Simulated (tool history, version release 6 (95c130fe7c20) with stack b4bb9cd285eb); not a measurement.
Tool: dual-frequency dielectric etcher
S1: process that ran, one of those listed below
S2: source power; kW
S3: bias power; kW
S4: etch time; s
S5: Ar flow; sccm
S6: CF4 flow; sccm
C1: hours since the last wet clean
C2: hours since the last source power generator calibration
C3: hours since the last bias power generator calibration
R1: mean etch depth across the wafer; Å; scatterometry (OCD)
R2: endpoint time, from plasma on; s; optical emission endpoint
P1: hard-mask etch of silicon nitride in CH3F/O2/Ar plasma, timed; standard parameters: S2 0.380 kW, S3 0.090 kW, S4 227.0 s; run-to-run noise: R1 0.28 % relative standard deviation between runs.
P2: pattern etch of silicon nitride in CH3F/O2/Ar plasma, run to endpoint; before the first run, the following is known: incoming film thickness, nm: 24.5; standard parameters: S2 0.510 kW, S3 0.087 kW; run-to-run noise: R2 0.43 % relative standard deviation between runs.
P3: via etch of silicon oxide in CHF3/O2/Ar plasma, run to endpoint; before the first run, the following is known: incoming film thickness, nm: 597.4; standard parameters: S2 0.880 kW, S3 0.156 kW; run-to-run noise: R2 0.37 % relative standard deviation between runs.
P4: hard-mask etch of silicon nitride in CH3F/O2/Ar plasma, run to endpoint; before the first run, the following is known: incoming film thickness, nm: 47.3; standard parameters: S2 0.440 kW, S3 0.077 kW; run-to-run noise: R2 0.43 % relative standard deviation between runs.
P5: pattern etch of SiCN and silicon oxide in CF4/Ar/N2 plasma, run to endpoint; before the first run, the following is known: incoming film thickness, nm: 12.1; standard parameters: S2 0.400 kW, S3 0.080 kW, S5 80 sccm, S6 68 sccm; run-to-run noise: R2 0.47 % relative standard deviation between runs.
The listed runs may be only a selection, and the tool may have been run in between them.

Run 1, hour 8.3: S1 P1, S2 0.380 kW, S3 0.090 kW, S4 227.0 s; C1 312.4; C2 635.0; C3 540.8. Result: R1 1655.40 Å.
Run 2, hour 13.7: S1 P1, S2 0.380 kW, S3 0.090 kW, S4 171.0 s; C1 317.8; C2 640.4; C3 546.2. Result: R1 1253.00 Å.
Run 3, hour 22.8: S1 P5, S2 0.400 kW, S3 0.054 kW, S5 80 sccm, S6 68 sccm; C1 326.9; C2 649.5; C3 555.3. Result: R2 16.396 s.
Run 4, hour 27.8: S1 P1, S2 0.380 kW, S3 0.090 kW, S4 227.0 s; C1 331.9; C2 654.5; C3 560.3. Result: R1 1661.30 Å.
Run 5, hour 32.4: S1 P1, S2 0.380 kW, S3 0.090 kW, S4 227.0 s; C1 336.5; C2 659.1; C3 564.9. Result: R1 1662.50 Å.
Run 6, hour 38.3: S1 P1, S2 0.250 kW, S3 0.090 kW, S4 227.0 s; C1 342.4; C2 665.0; C3 570.8. Result: R1 1428.80 Å.
Run 7, hour 42.9: S1 P5, S2 0.400 kW, S3 0.080 kW, S5 59 sccm, S6 68 sccm; C1 347.0; C2 669.6; C3 575.4. Result: R2 14.074 s.
Run 8, hour 51.3: S1 P1, S2 0.550 kW, S3 0.090 kW, S4 227.0 s; C1 355.4; C2 678.0; C3 583.8. Result: R1 1898.70 Å.
Run 9, hour 60.5: S1 P1, S2 0.380 kW, S3 0.090 kW, S4 299.0 s; C1 364.6; C2 687.2; C3 593.0. Result: R1 2197.70 Å.
Run 10, hour 68.4: S1 P5, S2 0.500 kW, S3 0.080 kW, S5 80 sccm, S6 68 sccm; C1 372.5; C2 695.1; C3 600.9. Result: R2 12.007 s.
Run 11, hour 76.1: S1 P4, S2 0.580 kW, S3 0.077 kW; C1 380.2; C2 702.8; C3 608.6. Result: R2 56.813 s.
Run 12, hour 81.7: S1 P3, S2 0.880 kW, S3 0.095 kW; C1 385.8; C2 708.4; C3 614.2. Result: R2 309.270 s.
Run 13, hour 86.3: S1 P1, S2 0.380 kW, S3 0.118 kW, S4 227.0 s; C1 390.4; C2 713.0; C3 618.8. Result: R1 1840.30 Å.
Run 14, hour 90.5: S1 P1, S2 0.380 kW, S3 0.090 kW, S4 227.0 s; C1 394.6; C2 717.2; C3 623.0. Result: R1 1658.60 Å.
Run 15, hour 97.8: S1 P3, S2 0.880 kW, S3 0.156 kW; C1 401.9; C2 724.5; C3 630.3. Result: R2 266.230 s.
Run 16, hour 103.8: S1 P3, S2 0.610 kW, S3 0.156 kW; C1 407.9; C2 730.5; C3 636.3. Result: R2 308.320 s.
Run 17, hour 108.1: S1 P5, S2 0.400 kW, S3 0.080 kW, S5 80 sccm, S6 52 sccm; C1 412.2; C2 734.8; C3 640.6. Result: R2 15.180 s.
Run 18, hour 115.7: S1 P2, S2 0.510 kW, S3 0.061 kW; C1 419.8; C2 742.4; C3 648.2. Result: R2 34.049 s.
Run 19, hour 125.4: S1 P4, S2 0.440 kW, S3 0.077 kW; C1 429.5; C2 752.1; C3 657.9. Result: R2 63.684 s.
Run 20, hour 133.0: S1 P1, S2 0.380 kW, S3 0.107 kW, S4 180.5 s; C1 437.1; C2 759.7; C3 665.5. Result: R1 1415.60 Å.
Run 21, hour 139.7: S1 P1, S2 0.380 kW, S3 0.090 kW, S4 227.0 s; C1 443.8; C2 766.4; C3 672.2. Result: R1 1674.10 Å.
Run 22, hour 146.4: S1 P2, S2 0.510 kW, S3 0.087 kW; C1 450.5; C2 773.1; C3 678.9. Result: R2 30.422 s.
Run 23, hour 154.0: S1 P4, S2 0.440 kW, S3 0.054 kW; C1 458.1; C2 780.7; C3 686.5. Result: R2 72.063 s.
Run 24, hour 162.3: S1 P1, S2 0.380 kW, S3 0.067 kW, S4 227.0 s; C1 466.4; C2 789.0; C3 694.8. Result: R1 1493.30 Å.
Run 25, hour 167.9: S1 P1, S2 0.230 kW, S3 0.067 kW, S4 227.0 s; C1 472.0; C2 794.6; C3 700.4. Result: R1 1241.10 Å.
Run 26, hour 173.4: S1 P5, S2 0.400 kW, S3 0.080 kW, S5 80 sccm, S6 68 sccm; C1 477.5; C2 800.1; C3 705.9. Result: R2 14.577 s.
Run 27, hour 182.5: S1 P1, S2 0.230 kW, S3 0.090 kW, S4 133.0 s; C1 486.6; C2 809.2; C3 715.0. Result: R1 810.07 Å.
Run 28, hour 191.0: S1 P2, S2 0.320 kW, S3 0.087 kW; C1 495.1; C2 817.7; C3 723.5. Result: R2 36.237 s.
Run 29, hour 198.1: S1 P3, S2 0.880 kW, S3 0.156 kW; C1 502.2; C2 824.8; C3 730.6. Result: R2 266.080 s.
Run 30, hour 203.5: S1 P1, S2 0.380 kW, S3 0.090 kW, S4 227.0 s; C1 507.6; C2 830.2; C3 736.0. Result: R1 1668.10 Å.
Run 31, hour 208.9: S1 P1, S2 0.380 kW, S3 0.090 kW, S4 227.0 s; C1 513.0; C2 835.6; C3 741.4. Result: R1 1665.60 Å.
Run 32, hour 217.7: S1 P1, S2 0.380 kW, S3 0.090 kW, S4 227.0 s; C1 521.8; C2 844.4; C3 750.2. Result: R1 1678.30 Å.
Run 33, hour 226.1: S1 P1, S2 0.380 kW, S3 0.090 kW, S4 227.0 s; C1 530.2; C2 852.8; C3 758.6. Result: R1 1689.00 Å.
Run 34, hour 235.5: S1 P1, S2 0.380 kW, S3 0.090 kW, S4 227.0 s; C1 539.6; C2 862.2; C3 768.0. Result: R1 1686.30 Å.
Run 35, hour 240.8: S1 P1, S2 0.380 kW, S3 0.090 kW, S4 227.0 s; C1 544.9; C2 867.5; C3 773.3. Result: R1 1694.60 Å.
Run 36, hour 245.5: S1 P1, S2 0.380 kW, S3 0.090 kW, S4 227.0 s; C1 549.6; C2 872.2; C3 778.0. Result: R1 1687.90 Å.
Run 37, hour 251.9: S1 P1, S2 0.380 kW, S3 0.090 kW, S4 227.0 s; C1 556.0; C2 878.6; C3 784.4. Result: R1 1685.40 Å.
At hour 260.8: wet clean of the chamber.
Run 38, hour 261.0: S1 P1, S2 0.380 kW, S3 0.090 kW, S4 227.0 s; C1 0.3; C2 887.7; C3 793.5. Result: R1 1687.70 Å.
Run 39, hour 266.1: S1 P1, S2 0.380 kW, S3 0.090 kW, S4 227.0 s; C1 5.4; C2 892.8; C3 798.6. Result: R1 1686.80 Å.
Run 40, hour 274.0: S1 P1, S2 0.380 kW, S3 0.090 kW, S4 227.0 s; C1 13.3; C2 900.7; C3 806.5. Result: R1 1694.00 Å.
Run 41, hour 282.5: S1 P1, S2 0.380 kW, S3 0.090 kW, S4 227.0 s; C1 21.8; C2 909.2; C3 815.0. Result: R1 1696.40 Å.
Run 42, hour 287.0: S1 P1, S2 0.380 kW, S3 0.090 kW, S4 227.0 s; C1 26.3; C2 913.7; C3 819.5. Result: R1 1692.70 Å.

The output of P1 has drifted from where it used to be. Each of the 2 causes below, taken at the size shown beside it, accounts for the log equally well:
A: bias power that arrives over what is set, % = 4
B: source power that arrives over what is set, % = 3.87
Onset of the creep was near hour 208.9.
What rules out each remaining cause:
chamber walls in a state that raises the etch rate, %: work on it at hour 260.8, done after the drift set in, did not restore what the process gave before

You are offered 4 check runs, listed below with question marks in place of their results; each one averages 3 wafers. Which run separates the listed causes by giving clearly different results for each?
Run check 1, hour 291.5: S1 P2, S2 0.510 kW, S3 0.087 kW. Result: R2 ?.
Run check 2, hour 291.5: S1 P4, S2 0.440 kW, S3 0.077 kW. Result: R2 ?.
Run check 3, hour 291.5: S1 P3, S2 0.880 kW, S3 0.156 kW. Result: R2 ?.
Run check 4, hour 291.5: S1 P5, S2 0.400 kW, S3 0.080 kW, S5 80 sccm, S6 68 sccm. Result: R2 ?.

What every check run would give for each of its results, assuming each possible cause in turn:
  check  result     if A     if B
check 1      R2   29.868   29.853
check 2      R2   62.798   62.749
check 3      R2  263.650  263.050
check 4      R2   14.385   14.098
Gap, in per cent, between the two causes that each check separates least, read from the result that separates them most: check 1 0.05 %; check 2 0.08 %; check 3 0.23 %; check 4 2.02 %
Check 4 distinguishes between the causes, while the remaining checks would return nearly the same result for all of them.

Check 4 was carried out, with these results: R2 14.435 s. Which of the listed causes is responsible?

The correct cause is A, namely: bias power that arrives over what is set, %.
